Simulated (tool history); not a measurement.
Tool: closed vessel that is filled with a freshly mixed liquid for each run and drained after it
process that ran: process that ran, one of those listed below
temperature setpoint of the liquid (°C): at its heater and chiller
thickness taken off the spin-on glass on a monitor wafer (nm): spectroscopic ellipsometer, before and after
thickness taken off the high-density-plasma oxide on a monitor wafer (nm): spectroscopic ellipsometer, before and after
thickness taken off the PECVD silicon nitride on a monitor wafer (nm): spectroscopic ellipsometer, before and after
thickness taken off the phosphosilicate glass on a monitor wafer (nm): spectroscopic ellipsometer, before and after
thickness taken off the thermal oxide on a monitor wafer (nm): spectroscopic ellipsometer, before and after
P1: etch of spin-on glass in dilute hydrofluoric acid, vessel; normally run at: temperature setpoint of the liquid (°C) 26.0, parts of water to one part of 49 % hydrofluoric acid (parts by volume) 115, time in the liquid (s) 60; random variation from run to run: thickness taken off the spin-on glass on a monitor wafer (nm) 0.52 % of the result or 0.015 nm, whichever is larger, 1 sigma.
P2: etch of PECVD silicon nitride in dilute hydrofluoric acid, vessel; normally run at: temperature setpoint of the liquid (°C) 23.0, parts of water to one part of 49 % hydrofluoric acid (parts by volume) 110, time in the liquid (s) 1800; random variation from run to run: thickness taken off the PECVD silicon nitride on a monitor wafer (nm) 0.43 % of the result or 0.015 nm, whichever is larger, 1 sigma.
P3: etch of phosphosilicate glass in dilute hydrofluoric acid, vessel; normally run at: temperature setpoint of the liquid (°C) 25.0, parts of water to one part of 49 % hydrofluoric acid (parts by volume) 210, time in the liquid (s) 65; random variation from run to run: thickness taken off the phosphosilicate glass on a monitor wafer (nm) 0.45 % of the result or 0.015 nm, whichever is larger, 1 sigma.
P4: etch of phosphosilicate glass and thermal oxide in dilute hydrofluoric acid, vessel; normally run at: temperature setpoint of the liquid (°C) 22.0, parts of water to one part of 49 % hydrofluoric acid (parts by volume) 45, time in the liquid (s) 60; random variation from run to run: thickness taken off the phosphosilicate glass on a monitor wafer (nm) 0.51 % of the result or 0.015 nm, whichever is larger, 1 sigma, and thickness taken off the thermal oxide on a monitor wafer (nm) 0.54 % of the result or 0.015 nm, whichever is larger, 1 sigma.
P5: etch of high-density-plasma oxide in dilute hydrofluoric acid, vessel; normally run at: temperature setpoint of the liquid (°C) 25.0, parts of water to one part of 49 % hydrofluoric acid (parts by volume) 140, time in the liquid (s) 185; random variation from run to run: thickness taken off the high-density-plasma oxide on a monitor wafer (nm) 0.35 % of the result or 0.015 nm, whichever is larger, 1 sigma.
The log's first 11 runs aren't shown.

run,hour,process that ran,temperature setpoint of the liquid (°C),parts of water to one part of 49 % hydrofluoric acid (parts by volume),time in the liquid (s),thickness taken off the spin-on glass on a monitor wafer (nm),thickness taken off the high-density-plasma oxide on a monitor wafer (nm),thickness taken off the PECVD silicon nitride on a monitor wafer (nm),thickness taken off the phosphosilicate glass on a monitor wafer (nm),thickness taken off the thermal oxide on a monitor wafer (nm)
12,88.3,P4,22.0,45,60,,,,107.780,6.0891
13,95.8,P1,32.5,115,60,24.6650,,,,
14,101.4,P3,25.0,210,30,,,,13.457,
15,109.8,P5,20.0,140,185,,9.6077,,,
16,114.3,P2,23.0,165,1800,,,30.365,,
17,120.8,P1,26.0,115,60,19.3570,,,,
18,130.9,P1,26.0,115,30,9.6235,,,,
19,139.5,P4,22.0,65,60,,,,72.128,4.1145
20,146.0,P1,20.5,115,30,7.7789,,,,
21,155.4,P4,22.0,45,30,,,,53.760,3.0386
22,163.3,P5,25.0,210,185,,7.0935,,,
23,169.0,P5,25.0,140,185,,11.5370,,,
24,174.6,P1,26.0,115,60,19.1920,,,,
25,180.9,P1,26.0,115,60,19.3130,,,,
26,187.5,P3,17.5,210,65,,,,22.161,
27,192.6,P3,25.0,355,65,,,,14.761,
28,197.0,P4,22.0,45,60,,,,107.040,6.1056
29,204.8,P1,26.0,45,60,54.0970,,,,
30,210.3,P1,26.0,190,60,10.7420,,,,
31,218.3,P3,25.0,210,65,,,,29.225,
32,225.2,P1,26.0,115,60,19.1840,,,,
33,231.7,P1,26.0,115,60,19.2820,,,,
34,240.3,P1,26.0,115,60,18.4590,,,,

The next listed run, before its measurement:
35,246.0,P1,26.0,115,60,?,,,,

{"run 35": {"thickness taken off the spin-on glass on a monitor wafer (nm)": 18.223}}
